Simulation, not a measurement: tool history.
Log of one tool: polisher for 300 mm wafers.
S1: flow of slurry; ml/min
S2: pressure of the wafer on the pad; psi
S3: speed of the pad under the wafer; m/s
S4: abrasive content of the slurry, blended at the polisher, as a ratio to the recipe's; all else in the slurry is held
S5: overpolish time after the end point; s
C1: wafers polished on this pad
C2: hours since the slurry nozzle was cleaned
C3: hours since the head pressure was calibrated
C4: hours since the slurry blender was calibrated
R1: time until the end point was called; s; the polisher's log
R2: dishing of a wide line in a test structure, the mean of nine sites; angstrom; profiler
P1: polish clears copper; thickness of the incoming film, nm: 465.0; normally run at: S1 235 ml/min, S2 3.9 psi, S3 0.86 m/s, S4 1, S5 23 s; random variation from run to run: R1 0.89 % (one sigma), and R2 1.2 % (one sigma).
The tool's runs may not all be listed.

run 1 hour=9.3 | S1=235 S2=3.9 S3=0.86 S4=1 S5=23 | C1=206 C2=183.9 C3=514.5 C4=59.7 | R1=152.79 R2=318.48
run 2 hour=16.7 | S1=235 S2=3.9 S3=0.86 S4=0.7 S5=8 | C1=274 C2=191.3 C3=521.9 C4=67.1 | R1=166.5 R2=148.18
run 3 hour=25.4 | S1=235 S2=3.9 S3=0.86 S4=0.55 S5=23 | C1=354 C2=200 C3=530.6 C4=75.8 | R1=174.67 R2=291.18
run 4 hour=30.4 | S1=235 S2=3.9 S3=0.86 S4=1.2 S5=23 | C1=400 C2=205 C3=535.6 C4=80.8 | R1=145.85 R2=306.59
run 5 hour=35.6 | S1=235 S2=3.9 S3=1.34 S4=1 S5=23 | C1=448 C2=210.2 C3=540.8 C4=86 | R1=96.386 R2=363.88
-- hour=37 worn pad replaced by a new one
run 6 hour=43 | S1=155 S2=3.9 S3=0.86 S4=1 S5=34 | C1=55 C2=217.6 C3=548.2 C4=93.4 | R1=164.59 R2=349.77
run 7 hour=49.2 | S1=235 S2=3.9 S3=0.86 S4=1 S5=23 | C1=112 C2=223.8 C3=554.4 C4=99.6 | R1=156.25 R2=311.1
run 8 hour=59.9 | S1=235 S2=3 S3=0.86 S4=0.8 S5=23 | C1=211 C2=234.5 C3=565.1 C4=110.3 | R1=210.61 R2=257.19
run 9 hour=69.6 | S1=310 S2=3.9 S3=0.86 S4=1 S5=23 | C1=301 C2=244.2 C3=574.8 C4=120 | R1=149.81 R2=305.52
run 10 hour=80.1 | S1=235 S2=3.9 S3=0.86 S4=1 S5=11 | C1=397 C2=254.7 C3=585.3 C4=130.5 | R1=153.37 R2=200.46
run 11 hour=85.5 | S1=235 S2=3.9 S3=0.86 S4=1 S5=23 | C1=447 C2=260.1 C3=590.7 C4=135.9 | R1=154.81 R2=310.87
run 12 hour=90.9 | S1=235 S2=3.9 S3=0.86 S4=1 S5=39 | C1=497 C2=265.5 C3=596.1 C4=141.3 | R1=154.29 R2=371.74
run 13 hour=99.6 | S1=235 S2=2.6 S3=0.86 S4=1 S5=23 | C1=577 C2=274.2 C3=604.8 C4=150 | R1=230.42 R2=239.74
run 14 hour=106.6 | S1=235 S2=3.9 S3=0.86 S4=1 S5=23 | C1=642 C2=281.2 C3=611.8 C4=157 | R1=154.8 R2=311.75
run 15 hour=111.7 | S1=235 S2=3.9 S3=0.46 S4=1 S5=23 | C1=689 C2=286.3 C3=616.9 C4=162.1 | R1=294.95 R2=217.21
run 16 hour=119 | S1=235 S2=6.2 S3=0.86 S4=1 S5=23 | C1=756 C2=293.6 C3=624.2 C4=169.4 | R1=97.559 R2=369
run 17 hour=127.7 | S1=140 S2=3.9 S3=0.86 S4=1 S5=23 | C1=836 C2=302.3 C3=632.9 C4=178.1 | R1=165.04 R2=300.98
run 18 hour=133.7 | S1=235 S2=3.9 S3=0.86 S4=1 S5=23 | C1=892 C2=308.3 C3=638.9 C4=184.1 | R1=155.67 R2=307.15
run 19 hour=144 | S1=235 S2=3.9 S3=0.86 S4=1 S5=23 | C1=987 C2=318.6 C3=649.2 C4=194.4 | R1=157.76 R2=302.44
run 20 hour=150.1 | S1=235 S2=3.9 S3=0.86 S4=1 S5=23 | C1=1043 C2=324.7 C3=655.3 C4=200.5 | R1=160.25 R2=304.52
-- hour=158.8 worn pad replaced by a new one
run 21 hour=160.2 | S1=235 S2=3.9 S3=0.86 S4=1 S5=23 | C1=13 C2=334.8 C3=665.4 C4=210.6 | R1=162.75 R2=303.83
-- hour=163.8 head pressure recalibrated
run 22 hour=167 | S1=235 S2=3.9 S3=0.86 S4=1 S5=23 | C1=76 C2=341.6 C3=3.3 C4=217.4 | R1=162.7 R2=300.35
run 23 hour=172.8 | S1=235 S2=3.9 S3=0.86 S4=1 S5=23 | C1=129 C2=347.4 C3=9.1 C4=223.2 | R1=164.68 R2=299.89
run 24 hour=178.1 | S1=235 S2=3.9 S3=0.86 S4=1 S5=23 | C1=178 C2=352.7 C3=14.4 C4=228.5 | R1=164.82 R2=291.77
run 25 hour=186 | S1=235 S2=3.9 S3=0.86 S4=1 S5=23 | C1=251 C2=360.6 C3=22.3 C4=236.4 | R1=166.44 R2=300.12
run 26 hour=195 | S1=235 S2=3.9 S3=0.86 S4=1 S5=23 | C1=334 C2=369.6 C3=31.3 C4=245.4 | R1=165.12 R2=297.23

What P1 gives has crept away from where it was. These 2 causes fit the log equally well, each at the size given:
A: slurry flow missing at the pad, % = 39.7
B: abrasive missing from the slurry, % = 29.4
The creep began at about hour 133.7.
Why every other cause is out:
removal rate lost through wear of the pad, %: serviced at hour 158.8, which brought nothing back
head's pressure below its setpoint, %: serviced at hour 163.8, which brought nothing back

4 check runs are offered, each on 3 wafers whose results are averaged, their results left as question marks. Which one tells the causes apart?
run check 1 hour=204 | S1=235 S2=3.9 S3=0.86 S4=0.6 S5=32 | R1=? R2=?
run check 2 hour=204 | S1=235 S2=3.9 S3=1.1 S4=1 S5=23 | R1=? R2=?
run check 3 hour=204 | S1=140 S2=5.1 S3=0.86 S4=1 S5=23 | R1=? R2=?
run check 4 hour=204 | S1=235 S2=3.9 S3=0.86 S4=1 S5=37 | R1=? R2=?

What each check would give under each cause:
check=check_1 result=R1 if_A=184.38 if_B=183.55
check=check_1 result=R2 if_A=329.22 if_B=329.81
check=check_2 result=R1 if_A=129.65 if_B=129.66
check=check_2 result=R2 if_A=332.02 if_B=332
check=check_3 result=R1 if_A=142.86 if_B=136.72
check=check_3 result=R2 if_A=324.27 if_B=330.34
check=check_4 result=R1 if_A=165.83 if_B=165.85
check=check_4 result=R2 if_A=358.39 if_B=358.37
How far apart the two closest causes lie, in the result that separates them most: check 1 0.46 %; check 2 0.01 %; check 3 4.39 %; check 4 0.01 %
Check 3 tells the causes apart: in the others they would give nearly the same result.

Check 3 was then run and gave: R1 143.07 s; R2 326.42 angstrom. Which cause is it?

It is A: slurry flow missing at the pad, %.
